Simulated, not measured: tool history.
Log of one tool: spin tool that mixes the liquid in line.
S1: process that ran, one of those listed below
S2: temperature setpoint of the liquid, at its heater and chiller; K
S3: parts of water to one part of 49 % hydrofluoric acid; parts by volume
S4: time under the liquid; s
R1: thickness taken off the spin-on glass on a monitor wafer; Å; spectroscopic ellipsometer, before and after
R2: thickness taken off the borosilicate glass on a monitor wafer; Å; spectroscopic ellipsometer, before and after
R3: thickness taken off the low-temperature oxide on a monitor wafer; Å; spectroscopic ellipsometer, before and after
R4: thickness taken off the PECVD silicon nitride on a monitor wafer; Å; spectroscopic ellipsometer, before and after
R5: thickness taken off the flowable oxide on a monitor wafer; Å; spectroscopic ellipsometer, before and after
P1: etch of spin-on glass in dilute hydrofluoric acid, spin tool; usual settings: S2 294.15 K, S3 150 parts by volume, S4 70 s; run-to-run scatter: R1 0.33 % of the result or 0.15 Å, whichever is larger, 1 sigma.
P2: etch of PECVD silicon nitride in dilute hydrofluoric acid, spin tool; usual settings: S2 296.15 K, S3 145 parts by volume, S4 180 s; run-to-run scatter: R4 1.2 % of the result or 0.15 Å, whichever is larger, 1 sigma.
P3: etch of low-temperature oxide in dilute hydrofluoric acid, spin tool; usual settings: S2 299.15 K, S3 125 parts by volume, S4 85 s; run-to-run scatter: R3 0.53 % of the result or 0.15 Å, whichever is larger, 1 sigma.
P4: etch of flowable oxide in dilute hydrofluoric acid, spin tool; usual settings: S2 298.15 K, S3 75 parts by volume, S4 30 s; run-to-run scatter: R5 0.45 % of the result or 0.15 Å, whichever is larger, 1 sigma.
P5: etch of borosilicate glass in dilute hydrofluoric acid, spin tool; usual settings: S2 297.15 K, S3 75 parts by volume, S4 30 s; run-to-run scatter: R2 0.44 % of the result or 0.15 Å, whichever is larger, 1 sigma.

| run | hour | S1 | S2 | S3 | S4 | R1 | R2 | R3 | R4 | R5 |
|---|---|---|---|---|---|---|---|---|---|---|
| 1 | 12.9 | P1 | 294.15 | 150 | 70 | 182.050 |  |  |  |  |
| 2 | 23.1 | P5 | 297.15 | 75 | 30 |  | 162.87 |  |  |  |
| 3 | 40.7 | P1 | 294.15 | 150 | 70 | 181.380 |  |  |  |  |
| 4 | 59.5 | P3 | 299.15 | 125 | 125 |  |  | 114.070 |  |  |
| 5 | 76.9 | P2 | 296.15 | 85 | 180 |  |  |  | 33.887 |  |
| 6 | 87.9 | P4 | 294.15 | 75 | 30 |  |  |  |  | 97.083 |
| 7 | 96.8 | P1 | 294.15 | 150 | 70 | 181.870 |  |  |  |  |
| 8 | 116.2 | P1 | 294.15 | 205 | 70 | 125.830 |  |  |  |  |
| 9 | 130.3 | P3 | 299.15 | 125 | 85 |  |  | 77.827 |  |  |
| 10 | 147.8 | P3 | 299.15 | 125 | 85 |  |  | 78.332 |  |  |
| 11 | 160.9 | P5 | 297.15 | 20 | 30 |  | 656.44 |  |  |  |
| 12 | 178.3 | P1 | 294.15 | 150 | 70 | 181.530 |  |  |  |  |
| 13 | 188.5 | P3 | 299.15 | 185 | 85 |  |  | 49.302 |  |  |
| 14 | 202.2 | P1 | 301.15 | 220 | 70 | 148.670 |  |  |  |  |
| 15 | 212.8 | P1 | 290.15 | 150 | 70 | 155.240 |  |  |  |  |
| 16 | 223.9 | P4 | 298.15 | 75 | 30 |  |  |  |  | 113.080 |
| 17 | 238.9 | P4 | 298.15 | 75 | 30 |  |  |  |  | 113.770 |
| 18 | 252.7 | P1 | 294.15 | 150 | 70 | 180.900 |  |  |  |  |
| 19 | 268.0 | P5 | 297.15 | 75 | 15 |  | 81.16 |  |  |  |
| 20 | 284.2 | P5 | 292.65 | 75 | 30 |  | 135.45 |  |  |  |
| 21 | 299.3 | P2 | 296.15 | 145 | 180 |  |  |  | 20.070 |  |
| 22 | 309.2 | P1 | 294.15 | 150 | 30 | 77.637 |  |  |  |  |
| 23 | 324.0 | P2 | 291.65 | 145 | 180 |  |  |  | 15.070 |  |
| 24 | 340.4 | P4 | 298.15 | 75 | 15 |  |  |  |  | 56.676 |
| 25 | 356.0 | P1 | 294.15 | 205 | 105 | 188.500 |  |  |  |  |
| 26 | 369.4 | P2 | 296.15 | 145 | 180 |  |  |  | 20.318 |  |
| 27 | 384.3 | P1 | 300.65 | 150 | 70 | 231.740 |  |  |  |  |
| 28 | 393.2 | P3 | 293.15 | 125 | 85 |  |  | 61.791 |  |  |
| 29 | 402.4 | P1 | 294.15 | 50 | 70 | 610.140 |  |  |  |  |
| 30 | 413.5 | P1 | 294.15 | 150 | 110 | 285.550 |  |  |  |  |

Run 31 comes next. What will it give?
| 31 | 425.2 | P2 | 296.15 | 145 | 305 |  |  |  | ? |  |

Run 31 gave R4 33.645 Å.
